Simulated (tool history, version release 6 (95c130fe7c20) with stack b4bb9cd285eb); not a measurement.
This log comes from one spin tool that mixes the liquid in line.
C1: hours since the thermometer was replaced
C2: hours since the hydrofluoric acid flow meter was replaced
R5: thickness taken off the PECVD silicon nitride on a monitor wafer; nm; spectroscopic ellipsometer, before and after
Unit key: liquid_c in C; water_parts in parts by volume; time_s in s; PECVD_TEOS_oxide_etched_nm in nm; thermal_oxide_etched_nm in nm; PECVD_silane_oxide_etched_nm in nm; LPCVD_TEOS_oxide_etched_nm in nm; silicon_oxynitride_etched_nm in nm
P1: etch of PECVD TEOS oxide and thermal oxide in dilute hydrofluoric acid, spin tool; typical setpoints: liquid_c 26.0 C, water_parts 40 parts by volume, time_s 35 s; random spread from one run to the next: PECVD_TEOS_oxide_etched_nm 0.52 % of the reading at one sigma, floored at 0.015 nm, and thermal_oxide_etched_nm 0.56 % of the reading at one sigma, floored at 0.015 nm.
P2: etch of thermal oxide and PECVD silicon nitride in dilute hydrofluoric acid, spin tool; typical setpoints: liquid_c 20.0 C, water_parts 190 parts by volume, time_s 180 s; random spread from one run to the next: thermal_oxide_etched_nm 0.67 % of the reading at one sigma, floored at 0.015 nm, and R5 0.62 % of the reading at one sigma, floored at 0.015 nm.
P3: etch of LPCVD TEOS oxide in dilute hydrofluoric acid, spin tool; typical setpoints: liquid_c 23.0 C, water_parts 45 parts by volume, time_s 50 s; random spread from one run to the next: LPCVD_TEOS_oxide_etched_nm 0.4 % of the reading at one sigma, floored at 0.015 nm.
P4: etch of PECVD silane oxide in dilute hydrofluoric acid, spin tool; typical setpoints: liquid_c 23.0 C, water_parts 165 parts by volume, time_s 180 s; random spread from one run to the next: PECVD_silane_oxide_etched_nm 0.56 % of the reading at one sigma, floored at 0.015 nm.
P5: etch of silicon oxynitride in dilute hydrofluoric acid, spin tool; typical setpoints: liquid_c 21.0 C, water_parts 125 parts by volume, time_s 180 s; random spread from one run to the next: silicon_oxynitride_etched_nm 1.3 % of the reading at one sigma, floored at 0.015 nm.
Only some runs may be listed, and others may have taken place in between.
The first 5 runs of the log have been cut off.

Run 6, hour 17.6: process P3, liquid_c 23.0 C, water_parts 45 parts by volume, time_s 50 s; C1 1679.1; C2 456.4. Result: LPCVD_TEOS_oxide_etched_nm 42.231 nm.
Run 7, hour 21.4: process P3, liquid_c 23.0 C, water_parts 45 parts by volume, time_s 50 s; C1 1682.9; C2 460.2. Result: LPCVD_TEOS_oxide_etched_nm 42.298 nm.
Run 8, hour 24.3: process P1, liquid_c 26.0 C, water_parts 40 parts by volume, time_s 35 s; C1 1685.8; C2 463.1. Result: PECVD_TEOS_oxide_etched_nm 13.7900 nm, thermal_oxide_etched_nm 4.6979 nm.
Run 9, hour 28.6: process P1, liquid_c 31.5 C, water_parts 40 parts by volume, time_s 35 s; C1 1690.1; C2 467.4. Result: PECVD_TEOS_oxide_etched_nm 17.4100 nm, thermal_oxide_etched_nm 5.8524 nm.
Run 10, hour 32.9: process P2, liquid_c 20.0 C, water_parts 190 parts by volume, time_s 365 s; C1 1694.4; C2 471.7. Result: thermal_oxide_etched_nm 7.1730 nm, R5 8.6403 nm.
Run 11, hour 37.0: process P3, liquid_c 30.5 C, water_parts 45 parts by volume, time_s 50 s; C1 1698.5; C2 475.8. Result: LPCVD_TEOS_oxide_etched_nm 56.789 nm.
Run 12, hour 41.0: process P1, liquid_c 26.0 C, water_parts 40 parts by volume, time_s 35 s; C1 1702.5; C2 479.8. Result: PECVD_TEOS_oxide_etched_nm 13.7880 nm, thermal_oxide_etched_nm 4.6902 nm.
Run 13, hour 44.0: process P1, liquid_c 19.0 C, water_parts 20 parts by volume, time_s 35 s; C1 1705.5; C2 482.8. Result: PECVD_TEOS_oxide_etched_nm 21.2600 nm, thermal_oxide_etched_nm 7.0713 nm.
Run 14, hour 48.1: process P4, liquid_c 17.0 C, water_parts 165 parts by volume, time_s 180 s; C1 1709.6; C2 486.9. Result: PECVD_silane_oxide_etched_nm 20.986 nm.
Run 15, hour 50.8: process P1, liquid_c 26.0 C, water_parts 40 parts by volume, time_s 15 s; C1 1712.3; C2 489.6. Result: PECVD_TEOS_oxide_etched_nm 5.9417 nm, thermal_oxide_etched_nm 2.0246 nm.
Run 16, hour 52.9: process P2, liquid_c 20.0 C, water_parts 190 parts by volume, time_s 180 s; C1 1714.4; C2 491.7. Result: thermal_oxide_etched_nm 3.5432 nm, R5 4.3200 nm.
Run 17, hour 55.5: process P1, liquid_c 32.0 C, water_parts 40 parts by volume, time_s 50 s; C1 1717.0; C2 494.3. Result: PECVD_TEOS_oxide_etched_nm 25.0330 nm, thermal_oxide_etched_nm 8.4972 nm.
Run 18, hour 59.9: process P1, liquid_c 26.0 C, water_parts 40 parts by volume, time_s 35 s; C1 1721.4; C2 498.7. Result: PECVD_TEOS_oxide_etched_nm 13.7870 nm, thermal_oxide_etched_nm 4.6968 nm.
Run 19, hour 61.9: process P5, liquid_c 21.0 C, water_parts 125 parts by volume, time_s 15 s; C1 1723.4; C2 500.7. Result: silicon_oxynitride_etched_nm 0.15318 nm.
Run 20, hour 65.3: process P5, liquid_c 21.0 C, water_parts 125 parts by volume, time_s 180 s; C1 1726.8; C2 504.1. Result: silicon_oxynitride_etched_nm 1.69730 nm.
Run 21, hour 67.3: process P2, liquid_c 26.5 C, water_parts 190 parts by volume, time_s 180 s; C1 1728.8; C2 506.1. Result: thermal_oxide_etched_nm 4.6147 nm, R5 6.5255 nm.
Run 22, hour 70.5: process P3, liquid_c 23.0 C, water_parts 45 parts by volume, time_s 20 s; C1 1732.0; C2 509.3. Result: LPCVD_TEOS_oxide_etched_nm 16.818 nm.

Run 23 has not been measured yet. What should we expect?
Run 23, hour 72.6: process P4, liquid_c 23.0 C, water_parts 165 parts by volume, time_s 270 s; C1 1734.1; C2 511.4. Result: PECVD_silane_oxide_etched_nm ?.

{"run 23": {"PECVD_silane_oxide_etched_nm": 39.973}}

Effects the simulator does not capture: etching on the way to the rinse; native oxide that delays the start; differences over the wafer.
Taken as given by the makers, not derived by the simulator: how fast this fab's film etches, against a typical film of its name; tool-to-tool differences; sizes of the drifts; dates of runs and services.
